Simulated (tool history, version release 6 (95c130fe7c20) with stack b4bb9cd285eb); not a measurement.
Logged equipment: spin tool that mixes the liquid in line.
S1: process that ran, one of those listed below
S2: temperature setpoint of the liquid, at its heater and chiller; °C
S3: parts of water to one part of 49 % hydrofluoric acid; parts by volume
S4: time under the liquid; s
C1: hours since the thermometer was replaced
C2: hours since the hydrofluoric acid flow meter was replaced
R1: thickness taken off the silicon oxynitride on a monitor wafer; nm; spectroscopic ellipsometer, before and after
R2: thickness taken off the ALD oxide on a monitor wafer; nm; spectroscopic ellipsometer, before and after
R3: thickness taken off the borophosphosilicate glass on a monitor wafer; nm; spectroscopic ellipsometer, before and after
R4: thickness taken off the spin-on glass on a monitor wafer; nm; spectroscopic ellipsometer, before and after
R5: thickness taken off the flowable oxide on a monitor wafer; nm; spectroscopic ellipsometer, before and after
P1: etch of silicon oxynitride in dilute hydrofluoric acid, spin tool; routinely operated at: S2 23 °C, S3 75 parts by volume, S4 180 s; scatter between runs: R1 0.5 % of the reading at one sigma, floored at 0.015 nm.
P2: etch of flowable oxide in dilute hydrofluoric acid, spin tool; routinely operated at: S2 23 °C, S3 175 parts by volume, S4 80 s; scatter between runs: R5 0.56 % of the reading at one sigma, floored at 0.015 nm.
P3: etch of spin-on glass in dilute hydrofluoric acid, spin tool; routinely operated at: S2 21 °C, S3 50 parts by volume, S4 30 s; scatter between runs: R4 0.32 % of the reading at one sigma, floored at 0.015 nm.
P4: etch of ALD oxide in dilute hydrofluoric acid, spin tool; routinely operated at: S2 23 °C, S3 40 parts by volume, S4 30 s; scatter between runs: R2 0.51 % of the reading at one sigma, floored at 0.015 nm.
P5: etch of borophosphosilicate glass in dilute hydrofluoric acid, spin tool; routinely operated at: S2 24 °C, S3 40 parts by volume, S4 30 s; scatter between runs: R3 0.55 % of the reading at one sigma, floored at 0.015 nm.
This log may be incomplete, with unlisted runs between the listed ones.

run 1 hour=9.7 | S1=P1 S2=23 S3=75 S4=180 | C1=193 C2=331.1 | R1=5.3455
run 2 hour=21.9 | S1=P4 S2=23 S3=40 S4=30 | C1=205.2 C2=343.3 | R2=19.704
run 3 hour=30 | S1=P1 S2=23 S3=75 S4=265 | C1=213.3 C2=351.4 | R1=7.8395
run 4 hour=38.8 | S1=P5 S2=24 S3=40 S4=30 | C1=222.1 C2=360.2 | R3=52.673
run 5 hour=48 | S1=P4 S2=17 S3=40 S4=30 | C1=231.3 C2=369.4 | R2=15.396
run 6 hour=58.5 | S1=P1 S2=23 S3=75 S4=180 | C1=241.8 C2=379.9 | R1=5.3619
run 7 hour=65.4 | S1=P1 S2=17 S3=75 S4=180 | C1=248.7 C2=386.8 | R1=3.9208
run 8 hour=75.6 | S1=P3 S2=21 S3=50 S4=30 | C1=258.9 C2=397 | R4=22.601
run 9 hour=84.4 | S1=P5 S2=31 S3=40 S4=30 | C1=267.7 C2=405.8 | R3=69.059
run 10 hour=92.1 | S1=P1 S2=23 S3=75 S4=15 | C1=275.4 C2=413.5 | R1=0.4483
run 11 hour=99.2 | S1=P1 S2=23 S3=75 S4=180 | C1=282.5 C2=420.6 | R1=5.3427
run 12 hour=110.5 | S1=P4 S2=23 S3=40 S4=30 | C1=293.8 C2=431.9 | R2=19.879
run 13 hour=123.4 | S1=P1 S2=23 S3=75 S4=180 | C1=306.7 C2=444.8 | R1=5.3183
run 14 hour=134.7 | S1=P4 S2=23 S3=20 S4=30 | C1=318 C2=456.1 | R2=40.93
run 15 hour=143.3 | S1=P4 S2=23 S3=40 S4=15 | C1=326.6 C2=464.7 | R2=9.953
run 16 hour=151.2 | S1=P2 S2=23 S3=175 S4=80 | C1=334.5 C2=472.6 | R5=17.98
run 17 hour=164 | S1=P1 S2=23 S3=75 S4=180 | C1=347.3 C2=485.4 | R1=5.3099
run 18 hour=176.2 | S1=P2 S2=23 S3=175 S4=40 | C1=359.5 C2=497.6 | R5=8.9613
run 19 hour=188.4 | S1=P1 S2=23 S3=20 S4=180 | C1=371.7 C2=509.8 | R1=20.847
run 20 hour=200.9 | S1=P2 S2=19 S3=175 S4=80 | C1=384.2 C2=522.3 | R5=15.328
run 21 hour=209.7 | S1=P1 S2=23 S3=110 S4=180 | C1=393 C2=531.1 | R1=3.5239
run 22 hour=216.4 | S1=P1 S2=23 S3=75 S4=180 | C1=399.7 C2=537.8 | R1=5.3706
run 23 hour=224.8 | S1=P2 S2=23 S3=175 S4=80 | C1=408.1 C2=546.2 | R5=17.848
run 24 hour=231.2 | S1=P1 S2=23 S3=75 S4=180 | C1=414.5 C2=552.6 | R1=5.2669
run 25 hour=242 | S1=P1 S2=20 S3=25 S4=180 | C1=425.3 C2=563.4 | R1=14.406
run 26 hour=249 | S1=P1 S2=27 S3=75 S4=340 | C1=432.3 C2=570.4 | R1=12.188
run 27 hour=255.4 | S1=P2 S2=23 S3=320 S4=80 | C1=438.7 C2=576.8 | R5=8.44
run 28 hour=267.5 | S1=P3 S2=21 S3=50 S4=15 | C1=450.8 C2=588.9 | R4=11.373
run 29 hour=280.2 | S1=P3 S2=17 S3=50 S4=30 | C1=463.5 C2=601.6 | R4=19.001
run 30 hour=289 | S1=P5 S2=24 S3=40 S4=55 | C1=472.3 C2=610.4 | R3=96.758
run 31 hour=297.6 | S1=P3 S2=21 S3=20 S4=30 | C1=480.9 C2=619 | R4=58.299
run 32 hour=307 | S1=P5 S2=24 S3=20 S4=30 | C1=490.3 C2=628.4 | R3=107.44
run 33 hour=313.4 | S1=P1 S2=26.5 S3=75 S4=180 | C1=496.7 C2=634.8 | R1=6.2545
run 34 hour=325.5 | S1=P1 S2=23 S3=75 S4=180 | C1=508.8 C2=646.9 | R1=5.3135
run 35 hour=333.5 | S1=P1 S2=23 S3=75 S4=180 | C1=516.8 C2=654.9 | R1=5.5129
run 36 hour=345.5 | S1=P1 S2=23 S3=75 S4=180 | C1=528.8 C2=666.9 | R1=5.6808
run 37 hour=357.7 | S1=P1 S2=23 S3=75 S4=180 | C1=541 C2=679.1 | R1=5.7906
run 38 hour=368 | S1=P1 S2=23 S3=75 S4=180 | C1=551.3 C2=689.4 | R1=5.8468
run 39 hour=375.4 | S1=P1 S2=23 S3=75 S4=180 | C1=558.7 C2=696.8 | R1=5.8698
run 40 hour=385.7 | S1=P1 S2=23 S3=75 S4=180 | C1=569 C2=707.1 | R1=5.836
run 41 hour=392.8 | S1=P1 S2=23 S3=75 S4=180 | C1=576.1 C2=714.2 | R1=5.9543
run 42 hour=400.1 | S1=P1 S2=23 S3=75 S4=180 | C1=583.4 C2=721.5 | R1=5.9281
run 43 hour=410 | S1=P1 S2=23 S3=75 S4=180 | C1=593.3 C2=731.4 | R1=5.9669
run 44 hour=418.1 | S1=P1 S2=23 S3=75 S4=180 | C1=601.4 C2=739.5 | R1=5.9971

The output of P1 has drifted from where it used to be. Each of the 2 causes below, taken at the size shown beside it, accounts for the log equally well:
A: liquid hotter than its thermometer reads (K) = 2.32
B: hydrofluoric acid flow above the setpoint (%) = 11
The gradual shift began around hour 325.5.

The check runs listed below each take one wafer, and their results are still question marks. Under which run would the listed causes lead to clearly different results?
run check 1 hour=426.2 | S1=P5 S2=24 S3=20 S4=50 | R3=?
run check 2 hour=426.2 | S1=P2 S2=23 S3=290 S4=80 | R5=?
run check 3 hour=426.2 | S1=P3 S2=21 S3=20 S4=15 | R4=?
run check 4 hour=426.2 | S1=P4 S2=17 S3=20 S4=30 | R2=?

What every check run would give for each of its results, assuming each possible cause in turn:
check=check_1 result=R3 if_A=198.53 if_B=200.49
check=check_2 result=R5 if_A=10.438 if_B=10.99
check=check_3 result=R4 if_A=32.388 if_B=32.632
check=check_4 result=R2 if_A=34.794 if_B=34.943
Smallest distance between any two causes, each pair judged by its most separating result, in per cent: check 1 0.98 %; check 2 5.15 %; check 3 0.75 %; check 4 0.43 %
Check 2 tells the causes apart: in the others they would give nearly the same result.

After running check 2, the following was obtained: R5 10.897 nm. Which cause does this point to?

Of the candidate causes, it is B: hydrofluoric acid flow above the setpoint (%).

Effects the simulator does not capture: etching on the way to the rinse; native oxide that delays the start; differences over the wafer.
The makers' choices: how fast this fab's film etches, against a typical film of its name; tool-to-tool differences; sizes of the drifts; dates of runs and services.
